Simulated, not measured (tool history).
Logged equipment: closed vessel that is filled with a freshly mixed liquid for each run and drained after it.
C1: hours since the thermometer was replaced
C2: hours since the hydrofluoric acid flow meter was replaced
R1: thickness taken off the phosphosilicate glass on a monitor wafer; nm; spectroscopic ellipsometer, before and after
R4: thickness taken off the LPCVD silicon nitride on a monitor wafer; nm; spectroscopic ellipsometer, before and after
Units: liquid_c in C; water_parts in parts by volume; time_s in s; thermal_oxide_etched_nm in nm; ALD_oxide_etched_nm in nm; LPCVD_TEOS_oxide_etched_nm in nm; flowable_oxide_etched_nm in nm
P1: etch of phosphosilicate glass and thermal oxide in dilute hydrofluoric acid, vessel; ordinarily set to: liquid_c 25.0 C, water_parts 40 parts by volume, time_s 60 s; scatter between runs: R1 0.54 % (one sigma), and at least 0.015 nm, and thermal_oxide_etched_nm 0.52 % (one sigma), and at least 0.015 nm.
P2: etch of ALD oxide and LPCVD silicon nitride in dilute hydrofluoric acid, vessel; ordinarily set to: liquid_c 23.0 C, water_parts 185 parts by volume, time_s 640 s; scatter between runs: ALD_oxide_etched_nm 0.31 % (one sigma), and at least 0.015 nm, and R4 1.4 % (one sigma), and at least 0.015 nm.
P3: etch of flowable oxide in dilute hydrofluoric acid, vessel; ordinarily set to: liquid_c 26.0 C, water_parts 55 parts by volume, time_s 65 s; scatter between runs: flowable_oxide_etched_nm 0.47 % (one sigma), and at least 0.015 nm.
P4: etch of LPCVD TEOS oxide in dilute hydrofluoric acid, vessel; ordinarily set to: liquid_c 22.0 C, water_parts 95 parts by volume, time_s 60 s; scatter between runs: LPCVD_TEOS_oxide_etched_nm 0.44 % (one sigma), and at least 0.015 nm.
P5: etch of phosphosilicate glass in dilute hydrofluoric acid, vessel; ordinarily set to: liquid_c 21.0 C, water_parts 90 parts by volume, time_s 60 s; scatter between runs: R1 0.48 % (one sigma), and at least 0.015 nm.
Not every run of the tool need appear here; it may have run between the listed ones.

{"run": 1, "hour": 11.5, "process": "P1", "liquid_c": 25.0, "water_parts": 40, "time_s": 60, "C1": 1193.6, "C2": 374.1, "R1": 99.629, "thermal_oxide_etched_nm": 8.0094}
{"run": 2, "hour": 20.3, "process": "P1", "liquid_c": 25.0, "water_parts": 40, "time_s": 30, "C1": 1202.4, "C2": 382.9, "R1": 49.821, "thermal_oxide_etched_nm": 3.9864}
{"run": 3, "hour": 32.7, "process": "P2", "liquid_c": 23.0, "water_parts": 110, "time_s": 640, "C1": 1214.8, "C2": 395.3, "ALD_oxide_etched_nm": 98.333, "R4": 2.8613}
{"run": 4, "hour": 45.4, "process": "P1", "liquid_c": 25.0, "water_parts": 40, "time_s": 60, "C1": 1227.5, "C2": 408.0, "R1": 99.99, "thermal_oxide_etched_nm": 8.0505}
{"run": 5, "hour": 52.5, "process": "P4", "liquid_c": 22.0, "water_parts": 95, "time_s": 30, "C1": 1234.6, "C2": 415.1, "LPCVD_TEOS_oxide_etched_nm": 10.065}
{"run": 6, "hour": 58.7, "process": "P5", "liquid_c": 21.0, "water_parts": 90, "time_s": 95, "C1": 1240.8, "C2": 421.3, "R1": 188.21}
{"run": 7, "hour": 69.0, "process": "P1", "liquid_c": 25.0, "water_parts": 40, "time_s": 105, "C1": 1251.1, "C2": 431.6, "R1": 173.4, "thermal_oxide_etched_nm": 13.886}
{"run": 8, "hour": 76.8, "process": "P2", "liquid_c": 23.0, "water_parts": 185, "time_s": 315, "C1": 1258.9, "C2": 439.4, "ALD_oxide_etched_nm": 26.463, "R4": 0.8537}
{"run": 9, "hour": 86.0, "process": "P1", "liquid_c": 25.0, "water_parts": 40, "time_s": 60, "C1": 1268.1, "C2": 448.6, "R1": 99.408, "thermal_oxide_etched_nm": 7.9738}
{"run": 10, "hour": 93.8, "process": "P3", "liquid_c": 34.0, "water_parts": 55, "time_s": 65, "C1": 1275.9, "C2": 456.4, "flowable_oxide_etched_nm": 70.521}
{"hour": 100.8, "done": "thermometer replaced"}
{"run": 11, "hour": 101.4, "process": "P2", "liquid_c": 30.0, "water_parts": 185, "time_s": 640, "C1": 0.6, "C2": 464.0, "ALD_oxide_etched_nm": 69.344, "R4": 2.593}
{"run": 12, "hour": 109.5, "process": "P1", "liquid_c": 30.5, "water_parts": 40, "time_s": 60, "C1": 8.7, "C2": 472.1, "R1": 123.34, "thermal_oxide_etched_nm": 9.9619}
{"run": 13, "hour": 115.2, "process": "P5", "liquid_c": 21.0, "water_parts": 90, "time_s": 60, "C1": 14.4, "C2": 477.8, "R1": 118.88}
{"run": 14, "hour": 128.3, "process": "P4", "liquid_c": 17.5, "water_parts": 95, "time_s": 60, "C1": 27.5, "C2": 490.9, "LPCVD_TEOS_oxide_etched_nm": 16.732}
{"run": 15, "hour": 138.0, "process": "P3", "liquid_c": 26.0, "water_parts": 55, "time_s": 65, "C1": 37.2, "C2": 500.6, "flowable_oxide_etched_nm": 51.738}
{"run": 16, "hour": 144.3, "process": "P5", "liquid_c": 17.0, "water_parts": 90, "time_s": 60, "C1": 43.5, "C2": 506.9, "R1": 100.54}
{"run": 17, "hour": 151.0, "process": "P3", "liquid_c": 26.0, "water_parts": 20, "time_s": 65, "C1": 50.2, "C2": 513.6, "flowable_oxide_etched_nm": 148.59}
{"run": 18, "hour": 161.8, "process": "P5", "liquid_c": 21.0, "water_parts": 90, "time_s": 60, "C1": 61.0, "C2": 524.4, "R1": 118.69}
{"run": 19, "hour": 174.7, "process": "P4", "liquid_c": 22.0, "water_parts": 95, "time_s": 60, "C1": 73.9, "C2": 537.3, "LPCVD_TEOS_oxide_etched_nm": 20.036}
{"run": 20, "hour": 182.9, "process": "P4", "liquid_c": 22.0, "water_parts": 45, "time_s": 60, "C1": 82.1, "C2": 545.5, "LPCVD_TEOS_oxide_etched_nm": 44.727}
{"run": 21, "hour": 196.1, "process": "P1", "liquid_c": 25.0, "water_parts": 40, "time_s": 60, "C1": 95.3, "C2": 558.7, "R1": 98.918, "thermal_oxide_etched_nm": 8.0031}
{"run": 22, "hour": 203.6, "process": "P1", "liquid_c": 25.0, "water_parts": 20, "time_s": 60, "C1": 102.8, "C2": 566.2, "R1": 205.13, "thermal_oxide_etched_nm": 16.312}
{"run": 23, "hour": 216.6, "process": "P1", "liquid_c": 25.0, "water_parts": 40, "time_s": 60, "C1": 115.8, "C2": 579.2, "R1": 98.616, "thermal_oxide_etched_nm": 7.9901}
{"run": 24, "hour": 222.6, "process": "P2", "liquid_c": 23.0, "water_parts": 185, "time_s": 640, "C1": 121.8, "C2": 585.2, "ALD_oxide_etched_nm": 53.791, "R4": 1.6543}
{"run": 25, "hour": 231.3, "process": "P3", "liquid_c": 26.0, "water_parts": 55, "time_s": 130, "C1": 130.5, "C2": 593.9, "flowable_oxide_etched_nm": 102.89}
{"hour": 232.7, "done": "hydrofluoric acid flow meter replaced"}
{"run": 26, "hour": 241.7, "process": "P5", "liquid_c": 21.0, "water_parts": 165, "time_s": 60, "C1": 140.9, "C2": 9.1, "R1": 59.728}
{"run": 27, "hour": 248.5, "process": "P1", "liquid_c": 25.0, "water_parts": 60, "time_s": 35, "C1": 147.7, "C2": 15.9, "R1": 37.65, "thermal_oxide_etched_nm": 3.0141}
{"run": 28, "hour": 256.5, "process": "P1", "liquid_c": 18.0, "water_parts": 40, "time_s": 60, "C1": 155.7, "C2": 23.9, "R1": 74.445, "thermal_oxide_etched_nm": 6.0255}
{"run": 29, "hour": 267.6, "process": "P1", "liquid_c": 25.0, "water_parts": 60, "time_s": 60, "C1": 166.8, "C2": 35.0, "R1": 64.654, "thermal_oxide_etched_nm": 5.1683}
{"run": 30, "hour": 279.7, "process": "P1", "liquid_c": 25.0, "water_parts": 40, "time_s": 60, "C1": 178.9, "C2": 47.1, "R1": 99.288, "thermal_oxide_etched_nm": 7.9979}
{"run": 31, "hour": 288.1, "process": "P1", "liquid_c": 25.0, "water_parts": 40, "time_s": 60, "C1": 187.3, "C2": 55.5, "R1": 102.76, "thermal_oxide_etched_nm": 8.1661}
{"run": 32, "hour": 294.0, "process": "P1", "liquid_c": 25.0, "water_parts": 40, "time_s": 60, "C1": 193.2, "C2": 61.4, "R1": 103.31, "thermal_oxide_etched_nm": 8.3626}
{"run": 33, "hour": 299.8, "process": "P1", "liquid_c": 25.0, "water_parts": 40, "time_s": 60, "C1": 199.0, "C2": 67.2, "R1": 104.56, "thermal_oxide_etched_nm": 8.3774}
{"run": 34, "hour": 309.7, "process": "P1", "liquid_c": 25.0, "water_parts": 40, "time_s": 60, "C1": 208.9, "C2": 77.1, "R1": 105.09, "thermal_oxide_etched_nm": 8.4951}

What does the tool deliver on the next run?
{"run": 35, "hour": 319.8, "process": "P1", "liquid_c": 25.0, "water_parts": 40, "time_s": 60, "C1": 219.0, "C2": 87.2, "R1": "?", "thermal_oxide_etched_nm": "?"}

{"run 35": {"R1": 106.19, "thermal_oxide_etched_nm": 8.4951}}
